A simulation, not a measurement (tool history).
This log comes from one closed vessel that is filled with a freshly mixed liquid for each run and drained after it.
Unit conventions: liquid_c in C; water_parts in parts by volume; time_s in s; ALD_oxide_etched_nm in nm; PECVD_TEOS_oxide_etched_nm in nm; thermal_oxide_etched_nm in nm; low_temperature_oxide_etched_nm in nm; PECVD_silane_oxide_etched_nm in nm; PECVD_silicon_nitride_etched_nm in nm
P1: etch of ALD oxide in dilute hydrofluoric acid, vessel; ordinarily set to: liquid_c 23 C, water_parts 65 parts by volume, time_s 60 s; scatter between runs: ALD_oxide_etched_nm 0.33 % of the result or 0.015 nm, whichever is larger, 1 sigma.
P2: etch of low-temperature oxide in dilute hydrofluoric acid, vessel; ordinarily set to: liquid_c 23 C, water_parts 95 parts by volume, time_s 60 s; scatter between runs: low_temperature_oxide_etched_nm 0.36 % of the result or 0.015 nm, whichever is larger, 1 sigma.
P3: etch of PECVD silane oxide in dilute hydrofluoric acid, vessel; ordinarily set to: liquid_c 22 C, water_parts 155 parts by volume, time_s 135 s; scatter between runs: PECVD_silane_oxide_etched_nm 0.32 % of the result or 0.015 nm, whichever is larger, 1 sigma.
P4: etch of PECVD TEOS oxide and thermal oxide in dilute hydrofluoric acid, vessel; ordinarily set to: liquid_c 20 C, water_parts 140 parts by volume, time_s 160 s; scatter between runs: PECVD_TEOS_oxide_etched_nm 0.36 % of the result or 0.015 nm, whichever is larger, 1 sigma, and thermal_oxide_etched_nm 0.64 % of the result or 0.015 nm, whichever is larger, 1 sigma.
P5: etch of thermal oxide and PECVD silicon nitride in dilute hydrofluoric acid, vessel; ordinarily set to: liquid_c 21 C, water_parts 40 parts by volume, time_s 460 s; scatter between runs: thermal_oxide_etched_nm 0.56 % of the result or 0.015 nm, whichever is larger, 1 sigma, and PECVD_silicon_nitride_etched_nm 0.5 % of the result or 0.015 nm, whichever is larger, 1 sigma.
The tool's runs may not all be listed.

run	hour	process	liquid_c	water_parts	time_s	hours since the thermometer was replaced	hours since the hydrofluoric acid flow meter was replaced	ALD_oxide_etched_nm	PECVD_TEOS_oxide_etched_nm	thermal_oxide_etched_nm	low_temperature_oxide_etched_nm	PECVD_silane_oxide_etched_nm	PECVD_silicon_nitride_etched_nm
1	6.5	P1	23	65	60	324.4	372.3	11.78					
2	11.7	P1	23	65	30	329.6	377.5	5.8069					
3	15.6	P1	23	65	60	333.5	381.4	11.798					
4	20.2	P1	23	65	60	338.1	386	11.703					
5	27	P4	20	140	290	344.9	392.8		23.064	7.6762			
6	35.2	P2	23	95	60	353.1	401				9.0082		
7	40.6	P1	23	65	60	358.5	406.4	11.748					
8	48.3	P1	17	40	60	366.2	414.1	15.299					
9	53.7	P3	22	155	270	371.6	419.5					66.291	
10	58.7	P2	23	95	60	376.6	424.5				9.004		
11	63.5	P1	23	110	60	381.4	429.3	6.578					
12	70.5	P2	23	155	60	388.4	436.3				5.2275		
13	77.6	P1	23	65	95	395.5	443.4	18.564					
14	83.5	P3	22	55	135	401.4	449.3					105.22	
15	91.7	P5	21	40	460	409.6	457.5			53.339			15.575
16	95.8	P1	23	25	60	413.7	461.6	32.231					
17	103.2	P1	23	65	60	421.1	469	11.781					
18	110.8	P5	21	40	460	428.7	476.6			53.415			15.65
19	116.4	P4	24.5	140	160	434.3	482.2		15.248	5.0359			
20	121.1	P5	21	40	45	439	486.9			5.2388			1.5361
21	125.7	P1	19	105	60	443.6	491.5	5.8638					
22	133.7	P4	20	140	160	451.6	499.5		12.714	4.2494			
23	140.6	P3	22	155	135	458.5	506.4					33.182	
24	147.2	P1	19	65	60	465.1	513	9.9942					
25	151.9	P1	29.5	65	60	469.8	517.7	15.281					
26	157.6	P3	29.5	155	135	475.5	523.4					43.827	
27	165.5	P2	23	95	30	483.4	531.3				4.4955		
28	173.1	P4	20	55	160	491	538.9		35.844	11.737			
29	181.4	P3	22	155	135	499.3	547.2					33.136	
30	185.3	P2	30	95	60	503.2	551.1				11.899		
31	189.9	P4	20	140	160	507.8	555.7		12.757	4.26			
32	195.3	P1	23	65	60	513.2	561.1	11.783					
33	202.2	P5	29	40	460	520.1	568			74.013			26.788
34	210.7	P5	21	75	460	528.6	576.5			27.13			8.4896
35	215.5	P1	23	65	60	533.4	581.3	11.792					
36	220.9	P1	23	65	60	538.8	586.7	11.939					
37	228.4	P1	23	65	60	546.3	594.2	12.115					
38	235.4	P1	23	65	60	553.3	601.2	12.302					
39	242.8	P1	23	65	60	560.7	608.6	12.415					
40	248.7	P1	23	65	60	566.6	614.5	12.332					
41	252.6	P1	23	65	60	570.5	618.4	12.426					
42	256.5	P1	23	65	60	574.4	622.3	12.457					
43	263.8	P1	23	65	60	581.7	629.6	12.385					
44	270.2	P1	23	65	60	588.1	636	12.405					
45	278.8	P1	23	65	60	596.7	644.6	12.377					
46	287.6	P1	23	65	60	605.5	653.4	12.467					

Compared with where it was, what P1 gives has crept away. Each cause listed below fits the log as well as the rest, at the size given for it:
A: liquid hotter than its thermometer reads (K) = 1.5
B: hydrofluoric acid flow above the setpoint (%) = 5.82
The gradual shift began around hour 215.5.

You are offered 4 check runs, listed below with question marks in place of their results; each one averages 2 wafers. Which run separates the listed causes by giving clearly different results for each?
check 1	296.4	P5	29	40	50					?			?
check 2	296.4	P3	22	55	255							?	
check 3	296.4	P4	20	95	160				?	?			
check 4	296.4	P2	23	140	60						?		

What each check would give under each cause:
check	result	if A	if B
check 1	thermal_oxide_etched_nm	8.5633	8.5665
check 1	PECVD_silicon_nitride_etched_nm	3.2222	3.0896
check 2	PECVD_silane_oxide_etched_nm	211.05	210.66
check 3	PECVD_TEOS_oxide_etched_nm	20.976	20.997
check 3	thermal_oxide_etched_nm	6.9679	6.975
check 4	low_temperature_oxide_etched_nm	6.1583	6.2043
Per-check spread between the two closest causes, in the result where they differ most: check 1 4.2 %; check 2 0.18 %; check 3 0.1 %; check 4 0.74 %
Check 1 tells the causes apart: in the others they would give nearly the same result.

Check 1 was then run and gave: thermal_oxide_etched_nm 8.556 nm; PECVD_silicon_nitride_etched_nm 3.0931 nm. Which cause is it?

Of the candidate causes, it is B: hydrofluoric acid flow above the setpoint (%).

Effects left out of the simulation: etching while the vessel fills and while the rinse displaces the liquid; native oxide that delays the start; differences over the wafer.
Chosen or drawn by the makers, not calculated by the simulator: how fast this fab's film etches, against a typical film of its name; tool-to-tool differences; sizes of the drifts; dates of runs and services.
